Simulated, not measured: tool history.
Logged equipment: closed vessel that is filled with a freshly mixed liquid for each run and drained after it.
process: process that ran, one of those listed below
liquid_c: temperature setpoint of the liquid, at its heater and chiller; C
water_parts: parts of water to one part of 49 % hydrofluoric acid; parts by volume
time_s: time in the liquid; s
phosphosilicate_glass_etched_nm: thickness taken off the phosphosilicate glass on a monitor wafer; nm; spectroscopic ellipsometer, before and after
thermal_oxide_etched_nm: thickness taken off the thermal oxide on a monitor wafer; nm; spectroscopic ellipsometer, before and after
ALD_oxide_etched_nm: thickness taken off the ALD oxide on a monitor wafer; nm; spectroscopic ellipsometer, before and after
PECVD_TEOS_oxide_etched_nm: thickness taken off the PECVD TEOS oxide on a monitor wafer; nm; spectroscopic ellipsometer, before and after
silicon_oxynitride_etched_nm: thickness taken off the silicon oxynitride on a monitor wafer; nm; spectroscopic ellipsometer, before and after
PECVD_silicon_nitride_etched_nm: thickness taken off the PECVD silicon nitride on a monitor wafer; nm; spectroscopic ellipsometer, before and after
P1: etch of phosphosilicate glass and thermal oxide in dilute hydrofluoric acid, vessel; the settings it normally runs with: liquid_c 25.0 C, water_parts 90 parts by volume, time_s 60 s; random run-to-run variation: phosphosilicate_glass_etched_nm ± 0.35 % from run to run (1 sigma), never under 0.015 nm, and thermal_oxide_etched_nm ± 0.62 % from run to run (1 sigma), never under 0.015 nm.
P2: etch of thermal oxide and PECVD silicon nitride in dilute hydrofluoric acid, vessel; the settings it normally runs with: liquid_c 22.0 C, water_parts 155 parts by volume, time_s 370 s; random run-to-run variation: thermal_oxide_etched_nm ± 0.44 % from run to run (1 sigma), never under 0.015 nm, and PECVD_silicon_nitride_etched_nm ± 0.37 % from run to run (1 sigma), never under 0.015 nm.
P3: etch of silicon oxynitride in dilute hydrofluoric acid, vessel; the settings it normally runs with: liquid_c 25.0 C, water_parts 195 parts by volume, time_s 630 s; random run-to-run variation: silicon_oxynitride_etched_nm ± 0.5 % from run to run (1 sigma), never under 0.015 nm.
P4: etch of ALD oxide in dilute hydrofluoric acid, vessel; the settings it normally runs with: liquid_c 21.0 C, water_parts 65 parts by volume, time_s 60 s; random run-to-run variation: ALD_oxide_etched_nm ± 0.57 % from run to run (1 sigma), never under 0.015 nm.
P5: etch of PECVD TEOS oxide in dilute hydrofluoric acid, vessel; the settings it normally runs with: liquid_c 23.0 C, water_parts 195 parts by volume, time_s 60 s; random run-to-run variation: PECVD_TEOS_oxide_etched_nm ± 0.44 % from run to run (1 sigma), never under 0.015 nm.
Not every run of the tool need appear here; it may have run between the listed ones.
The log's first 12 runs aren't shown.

| run | day | process | liquid_c | water_parts | time_s | phosphosilicate_glass_etched_nm | thermal_oxide_etched_nm | ALD_oxide_etched_nm | PECVD_TEOS_oxide_etched_nm | silicon_oxynitride_etched_nm | PECVD_silicon_nitride_etched_nm |
|---|---|---|---|---|---|---|---|---|---|---|---|
|  | 3.417 | hydrofluoric acid flow meter replaced |
| 13 | 3.488 | P4 | 21.0 | 40 | 60 |  |  | 25.307 |  |  |  |
| 14 | 3.838 | P3 | 25.0 | 195 | 170 |  |  |  |  | 1.8642 |  |
| 15 | 4.112 | P4 | 17.0 | 65 | 60 |  |  | 12.797 |  |  |  |
| 16 | 4.333 | P4 | 21.0 | 65 | 115 |  |  | 28.825 |  |  |  |
| 17 | 4.492 | P1 | 20.5 | 90 | 60 | 39.668 | 2.9397 |  |  |  |  |
| 18 | 4.692 | P2 | 22.0 | 155 | 370 |  | 9.7972 |  |  |  | 9.9955 |
| 19 | 4.967 | P1 | 25.0 | 90 | 60 | 47.332 | 3.4830 |  |  |  |  |
| 20 | 5.288 | P1 | 25.0 | 90 | 115 | 90.946 | 6.6691 |  |  |  |  |
| 21 | 5.600 | P1 | 25.0 | 90 | 60 | 47.686 | 3.4379 |  |  |  |  |

For run 22, what comes out?
| 22 | 5.883 | P4 | 21.0 | 65 | 60 |  |  | ? |  |  |  |

Run 22 yielded ALD_oxide_etched_nm 15.089 nm.
